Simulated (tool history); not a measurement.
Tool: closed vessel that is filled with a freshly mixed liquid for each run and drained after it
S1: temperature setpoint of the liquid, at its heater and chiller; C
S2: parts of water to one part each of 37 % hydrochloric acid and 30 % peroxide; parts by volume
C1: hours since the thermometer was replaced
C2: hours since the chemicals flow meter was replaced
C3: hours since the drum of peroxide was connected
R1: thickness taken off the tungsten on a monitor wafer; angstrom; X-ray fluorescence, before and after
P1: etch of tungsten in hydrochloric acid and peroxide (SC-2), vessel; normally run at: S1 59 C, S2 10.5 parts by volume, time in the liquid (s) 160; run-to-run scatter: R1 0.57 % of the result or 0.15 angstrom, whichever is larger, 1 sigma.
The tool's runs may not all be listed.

{"run": 1, "hour": 7.1, "S1": 59, "S2": 10.5, "time in the liquid (s)": 160, "C1": 2331.3, "C2": 204.9, "C3": 734.5, "R1": 502.94}
{"hour": 16.0, "done": "chemicals flow meter replaced"}
{"run": 2, "hour": 18.9, "S1": 59, "S2": 10.5, "time in the liquid (s)": 300, "C1": 2343.1, "C2": 2.9, "C3": 746.3, "R1": 941.59}
{"run": 3, "hour": 32.9, "S1": 59, "S2": 4, "time in the liquid (s)": 160, "C1": 2357.1, "C2": 16.9, "C3": 760.3, "R1": 1045.7}
{"run": 4, "hour": 44.5, "S1": 70.5, "S2": 10.5, "time in the liquid (s)": 160, "C1": 2368.7, "C2": 28.5, "C3": 771.9, "R1": 1016}
{"run": 5, "hour": 53.3, "S1": 59, "S2": 10.5, "time in the liquid (s)": 160, "C1": 2377.5, "C2": 37.3, "C3": 780.7, "R1": 503.29}
{"run": 6, "hour": 68.2, "S1": 59, "S2": 17.5, "time in the liquid (s)": 160, "C1": 2392.4, "C2": 52.2, "C3": 795.6, "R1": 323.85}
{"run": 7, "hour": 84.2, "S1": 59, "S2": 10.5, "time in the liquid (s)": 40, "C1": 2408.4, "C2": 68.2, "C3": 811.6, "R1": 125.07}
{"run": 8, "hour": 91.9, "S1": 44.5, "S2": 10.5, "time in the liquid (s)": 160, "C1": 2416.1, "C2": 75.9, "C3": 819.3, "R1": 192.93}
{"run": 9, "hour": 107.7, "S1": 72, "S2": 10.5, "time in the liquid (s)": 285, "C1": 2431.9, "C2": 91.7, "C3": 835.1, "R1": 1964.8}
{"run": 10, "hour": 122.1, "S1": 59, "S2": 10.5, "time in the liquid (s)": 160, "C1": 2446.3, "C2": 106.1, "C3": 849.5, "R1": 505.4}
{"run": 11, "hour": 129.3, "S1": 59, "S2": 10.5, "time in the liquid (s)": 160, "C1": 2453.5, "C2": 113.3, "C3": 856.7, "R1": 506.49}
{"run": 12, "hour": 141.0, "S1": 59, "S2": 10.5, "time in the liquid (s)": 160, "C1": 2465.2, "C2": 125, "C3": 868.4, "R1": 503.97}
{"run": 13, "hour": 150.1, "S1": 59, "S2": 10.5, "time in the liquid (s)": 160, "C1": 2474.3, "C2": 134.1, "C3": 877.5, "R1": 509.15}
{"run": 14, "hour": 164.5, "S1": 59, "S2": 10.5, "time in the liquid (s)": 160, "C1": 2488.7, "C2": 148.5, "C3": 891.9, "R1": 522.66}
{"run": 15, "hour": 179.1, "S1": 59, "S2": 10.5, "time in the liquid (s)": 160, "C1": 2503.3, "C2": 163.1, "C3": 906.5, "R1": 533.97}

The next listed run, before its measurement:
{"run": 16, "hour": 190.4, "S1": 59, "S2": 10.5, "time in the liquid (s)": 160, "C1": 2514.6, "C2": 174.4, "C3": 917.8, "R1": "?"}

{"run 16": {"R1": 537.78}}

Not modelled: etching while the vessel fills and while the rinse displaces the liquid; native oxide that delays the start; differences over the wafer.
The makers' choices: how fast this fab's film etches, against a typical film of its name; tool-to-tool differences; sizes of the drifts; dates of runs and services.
